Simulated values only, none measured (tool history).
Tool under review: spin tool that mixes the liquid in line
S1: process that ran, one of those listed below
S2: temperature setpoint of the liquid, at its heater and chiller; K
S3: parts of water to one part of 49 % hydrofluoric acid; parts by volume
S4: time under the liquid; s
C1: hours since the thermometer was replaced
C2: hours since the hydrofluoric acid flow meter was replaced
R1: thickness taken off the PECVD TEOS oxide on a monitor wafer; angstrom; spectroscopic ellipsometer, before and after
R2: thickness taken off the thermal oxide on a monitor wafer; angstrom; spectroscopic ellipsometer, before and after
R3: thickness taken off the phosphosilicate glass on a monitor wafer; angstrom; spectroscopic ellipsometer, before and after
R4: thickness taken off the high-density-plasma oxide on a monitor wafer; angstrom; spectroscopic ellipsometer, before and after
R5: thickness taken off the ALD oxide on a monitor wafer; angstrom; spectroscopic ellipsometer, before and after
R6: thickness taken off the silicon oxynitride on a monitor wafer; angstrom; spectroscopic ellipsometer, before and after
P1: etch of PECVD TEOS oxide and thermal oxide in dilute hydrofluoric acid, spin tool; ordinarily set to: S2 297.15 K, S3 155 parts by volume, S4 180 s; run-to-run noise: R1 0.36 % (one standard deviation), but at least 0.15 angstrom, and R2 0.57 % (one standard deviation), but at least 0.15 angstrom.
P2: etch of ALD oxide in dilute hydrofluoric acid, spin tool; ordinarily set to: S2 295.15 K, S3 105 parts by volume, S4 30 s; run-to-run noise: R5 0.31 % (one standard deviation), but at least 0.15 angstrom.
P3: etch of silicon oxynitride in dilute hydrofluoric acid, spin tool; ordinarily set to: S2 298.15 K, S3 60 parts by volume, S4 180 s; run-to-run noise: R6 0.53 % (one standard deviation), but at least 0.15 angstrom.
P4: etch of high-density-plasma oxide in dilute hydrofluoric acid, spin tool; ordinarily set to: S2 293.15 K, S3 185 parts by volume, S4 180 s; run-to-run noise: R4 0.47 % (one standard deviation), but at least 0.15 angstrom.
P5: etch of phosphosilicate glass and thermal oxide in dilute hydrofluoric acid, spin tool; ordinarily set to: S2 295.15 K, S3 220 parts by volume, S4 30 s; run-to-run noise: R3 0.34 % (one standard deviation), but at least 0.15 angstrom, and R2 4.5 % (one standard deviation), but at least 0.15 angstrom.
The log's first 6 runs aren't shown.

run	hour	S1	S2	S3	S4	C1	C2	R1	R2	R3	R4	R5	R6
7	103.7	P3	298.15	60	345	1637.7	931.6						136.660
8	117.2	P1	297.15	220	180	1651.2	945.1	68.568	33.8970				
9	126.7	P2	295.15	105	15	1660.7	954.6					36.976	
10	139.0	P1	292.65	155	30	1673.0	966.9	14.891	7.0216				
11	148.0	P1	304.15	155	180	1682.0	975.9	136.480	68.0330				
12	158.2	P5	295.15	220	65	1692.2	986.1		9.9001	304.94			
13	169.7	P4	293.15	185	180	1703.7	997.6				43.909		
14	178.6	P4	293.15	185	70	1712.6	1006.5				17.114		
15	193.3	P1	297.15	155	180	1727.3	1021.2	104.970	51.8930				
16	211.1	P1	297.15	75	180	1745.1	1039.0	238.430	118.3400				
17	225.3	P3	298.15	60	180	1759.3	1053.2						71.581
18	235.3	P2	303.15	105	30	1769.3	1063.2					100.110	
19	246.7	P1	297.15	155	355	1780.7	1074.6	206.720	102.6400				
20	255.2	P5	295.15	85	30	1789.2	1083.1		13.6850	422.91			

Run 21 comes next. What will it give?
21	263.7	P1	297.15	155	180	1797.7	1091.6	?	?				

{"run 21": {"R1": 105.45, "R2": 52.036}}
